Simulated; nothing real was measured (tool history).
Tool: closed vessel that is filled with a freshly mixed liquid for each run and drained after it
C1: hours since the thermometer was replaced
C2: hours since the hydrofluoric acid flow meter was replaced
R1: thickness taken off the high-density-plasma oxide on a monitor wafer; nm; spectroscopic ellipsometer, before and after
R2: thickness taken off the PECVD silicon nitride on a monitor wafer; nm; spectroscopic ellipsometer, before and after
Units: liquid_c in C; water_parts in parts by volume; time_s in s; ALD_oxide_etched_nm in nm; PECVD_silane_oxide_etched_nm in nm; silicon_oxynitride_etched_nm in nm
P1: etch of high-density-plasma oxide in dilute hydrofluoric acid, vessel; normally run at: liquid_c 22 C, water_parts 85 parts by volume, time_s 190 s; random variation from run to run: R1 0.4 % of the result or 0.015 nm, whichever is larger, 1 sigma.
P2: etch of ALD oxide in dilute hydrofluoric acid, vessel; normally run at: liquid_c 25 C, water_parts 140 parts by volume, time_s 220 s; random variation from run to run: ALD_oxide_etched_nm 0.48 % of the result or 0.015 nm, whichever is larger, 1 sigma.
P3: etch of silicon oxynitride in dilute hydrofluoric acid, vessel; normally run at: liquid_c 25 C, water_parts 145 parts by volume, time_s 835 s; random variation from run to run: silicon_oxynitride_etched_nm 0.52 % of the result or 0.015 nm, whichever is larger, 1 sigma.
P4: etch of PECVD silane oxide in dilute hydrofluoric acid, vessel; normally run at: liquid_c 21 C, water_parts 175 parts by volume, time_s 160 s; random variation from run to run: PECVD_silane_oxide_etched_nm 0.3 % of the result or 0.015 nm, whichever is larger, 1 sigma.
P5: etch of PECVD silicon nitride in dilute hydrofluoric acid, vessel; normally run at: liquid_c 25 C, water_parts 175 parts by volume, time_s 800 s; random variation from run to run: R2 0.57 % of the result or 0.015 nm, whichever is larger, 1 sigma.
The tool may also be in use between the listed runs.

run 1 day=0.138 | process=P1 liquid_c=22 water_parts=85 time_s=190 | C1=1880.3 C2=866.1 | R1=10.766
run 2 day=0.338 | process=P5 liquid_c=25 water_parts=175 time_s=1355 | C1=1885.1 C2=870.9 | R2=42.266
run 3 day=0.454 | process=P1 liquid_c=22 water_parts=35 time_s=190 | C1=1887.9 C2=873.7 | R1=27.669
run 4 day=0.638 | process=P1 liquid_c=22 water_parts=85 time_s=190 | C1=1892.3 C2=878.1 | R1=10.785
-- day=0.767 hydrofluoric acid flow meter replaced
run 5 day=0.796 | process=P1 liquid_c=22 water_parts=50 time_s=45 | C1=1896.1 C2=0.8 | R1=4.4757
run 6 day=0.958 | process=P1 liquid_c=22 water_parts=85 time_s=60 | C1=1900 C2=4.7 | R1=3.3941
run 7 day=1.121 | process=P2 liquid_c=25 water_parts=140 time_s=220 | C1=1903.9 C2=8.6 | ALD_oxide_etched_nm=15.265
run 8 day=1.208 | process=P1 liquid_c=26.5 water_parts=85 time_s=340 | C1=1906 C2=10.7 | R1=23.022
run 9 day=1.396 | process=P1 liquid_c=26 water_parts=85 time_s=65 | C1=1910.5 C2=15.2 | R1=4.2908
run 10 day=1.508 | process=P4 liquid_c=21 water_parts=265 time_s=160 | C1=1913.2 C2=17.9 | PECVD_silane_oxide_etched_nm=14.345
run 11 day=1.658 | process=P3 liquid_c=25 water_parts=145 time_s=330 | C1=1916.8 C2=21.5 | silicon_oxynitride_etched_nm=11.148
run 12 day=1.842 | process=P3 liquid_c=25 water_parts=145 time_s=835 | C1=1921.2 C2=25.9 | silicon_oxynitride_etched_nm=28.115
run 13 day=1.979 | process=P1 liquid_c=26 water_parts=85 time_s=190 | C1=1924.5 C2=29.2 | R1=12.579
run 14 day=2.108 | process=P4 liquid_c=21 water_parts=175 time_s=160 | C1=1927.6 C2=32.3 | PECVD_silane_oxide_etched_nm=23.792
run 15 day=2.196 | process=P5 liquid_c=29.5 water_parts=175 time_s=800 | C1=1929.7 C2=34.4 | R2=33.174
run 16 day=2.396 | process=P2 liquid_c=25 water_parts=140 time_s=50 | C1=1934.5 C2=39.2 | ALD_oxide_etched_nm=3.5042
run 17 day=2.492 | process=P3 liquid_c=31.5 water_parts=145 time_s=835 | C1=1936.8 C2=41.5 | silicon_oxynitride_etched_nm=37.402
run 18 day=2.6 | process=P1 liquid_c=22 water_parts=85 time_s=190 | C1=1939.4 C2=44.1 | R1=10.787
run 19 day=2.742 | process=P1 liquid_c=22 water_parts=140 time_s=190 | C1=1942.8 C2=47.5 | R1=6.1278
run 20 day=2.892 | process=P3 liquid_c=25 water_parts=40 time_s=835 | C1=1946.4 C2=51.1 | silicon_oxynitride_etched_nm=111.82
run 21 day=3.058 | process=P2 liquid_c=17.5 water_parts=140 time_s=220 | C1=1950.4 C2=55.1 | ALD_oxide_etched_nm=11.27
run 22 day=3.158 | process=P2 liquid_c=25 water_parts=140 time_s=220 | C1=1952.8 C2=57.5 | ALD_oxide_etched_nm=15.292
run 23 day=3.254 | process=P1 liquid_c=17 water_parts=85 time_s=190 | C1=1955.1 C2=59.8 | R1=8.6823
run 24 day=3.438 | process=P4 liquid_c=21 water_parts=175 time_s=305 | C1=1959.5 C2=64.2 | PECVD_silane_oxide_etched_nm=45.407
run 25 day=3.575 | process=P4 liquid_c=21 water_parts=175 time_s=160 | C1=1962.8 C2=67.5 | PECVD_silane_oxide_etched_nm=23.629
run 26 day=3.721 | process=P2 liquid_c=25 water_parts=85 time_s=220 | C1=1966.3 C2=71 | ALD_oxide_etched_nm=26.781
run 27 day=3.838 | process=P5 liquid_c=25 water_parts=175 time_s=800 | C1=1969.1 C2=73.8 | R2=25.303
run 28 day=3.958 | process=P4 liquid_c=17 water_parts=175 time_s=160 | C1=1972 C2=76.7 | PECVD_silane_oxide_etched_nm=20.327
run 29 day=4.083 | process=P5 liquid_c=25 water_parts=30 time_s=800 | C1=1975 C2=79.7 | R2=142.68
run 30 day=4.204 | process=P1 liquid_c=22 water_parts=85 time_s=365 | C1=1977.9 C2=82.6 | R1=20.55
run 31 day=4.338 | process=P1 liquid_c=22 water_parts=85 time_s=190 | C1=1981.1 C2=85.8 | R1=10.732
run 32 day=4.429 | process=P1 liquid_c=22 water_parts=85 time_s=190 | C1=1983.3 C2=88 | R1=10.722
run 33 day=4.529 | process=P1 liquid_c=22 water_parts=85 time_s=190 | C1=1985.7 C2=90.4 | R1=10.628
run 34 day=4.667 | process=P1 liquid_c=22 water_parts=85 time_s=190 | C1=1989 C2=93.7 | R1=10.399
run 35 day=4.812 | process=P1 liquid_c=22 water_parts=85 time_s=190 | C1=1992.5 C2=97.2 | R1=10.285
run 36 day=4.921 | process=P1 liquid_c=22 water_parts=85 time_s=190 | C1=1995.1 C2=99.8 | R1=10.132
run 37 day=5.012 | process=P1 liquid_c=22 water_parts=85 time_s=190 | C1=1997.3 C2=102 | R1=10.167
run 38 day=5.129 | process=P1 liquid_c=22 water_parts=85 time_s=190 | C1=2000.1 C2=104.8 | R1=10.151
run 39 day=5.308 | process=P1 liquid_c=22 water_parts=85 time_s=190 | C1=2004.4 C2=109.1 | R1=10.089
run 40 day=5.504 | process=P1 liquid_c=22 water_parts=85 time_s=190 | C1=2009.1 C2=113.8 | R1=10.073
run 41 day=5.679 | process=P1 liquid_c=22 water_parts=85 time_s=190 | C1=2013.3 C2=118 | R1=10.121
run 42 day=5.825 | process=P1 liquid_c=22 water_parts=85 time_s=190 | C1=2016.8 C2=121.5 | R1=10.146

What P1 gives has crept away from where it was. These 2 causes fit the log equally well, each at the size given:
A: hydrofluoric acid flow below the setpoint (%) = 5.37
B: liquid colder than its thermometer reads (K) = 1.49
The creep began at about day 4.429.

4 check runs are offered, each on 2 wafers whose results are averaged, their results left as question marks. Which one tells the causes apart?
run check 1 day=5.971 | process=P5 liquid_c=25 water_parts=175 time_s=1220 | R2=?
run check 2 day=5.971 | process=P3 liquid_c=28 water_parts=105 time_s=835 | silicon_oxynitride_etched_nm=?
run check 3 day=5.971 | process=P4 liquid_c=17 water_parts=175 time_s=295 | PECVD_silane_oxide_etched_nm=?
run check 4 day=5.971 | process=P2 liquid_c=19.5 water_parts=140 time_s=220 | ALD_oxide_etched_nm=?

What each check would give under each cause:
check=check_1 result=R2 if_A=36.265 if_B=34.841
check=check_2 result=silicon_oxynitride_etched_nm if_A=43.401 if_B=43.083
check=check_3 result=PECVD_silane_oxide_etched_nm if_A=35.007 if_B=35.14
check=check_4 result=ALD_oxide_etched_nm if_A=11.539 if_B=11.574
How far apart the two closest causes lie, in the result that separates them most: check 1 4.01 %; check 2 0.73 %; check 3 0.38 %; check 4 0.3 %
Check 1 tells the causes apart: in the others they would give nearly the same result.

Then check 1 was run and gave: R2 34.788 nm. Which cause is it?

It is B: liquid colder than its thermometer reads (K).
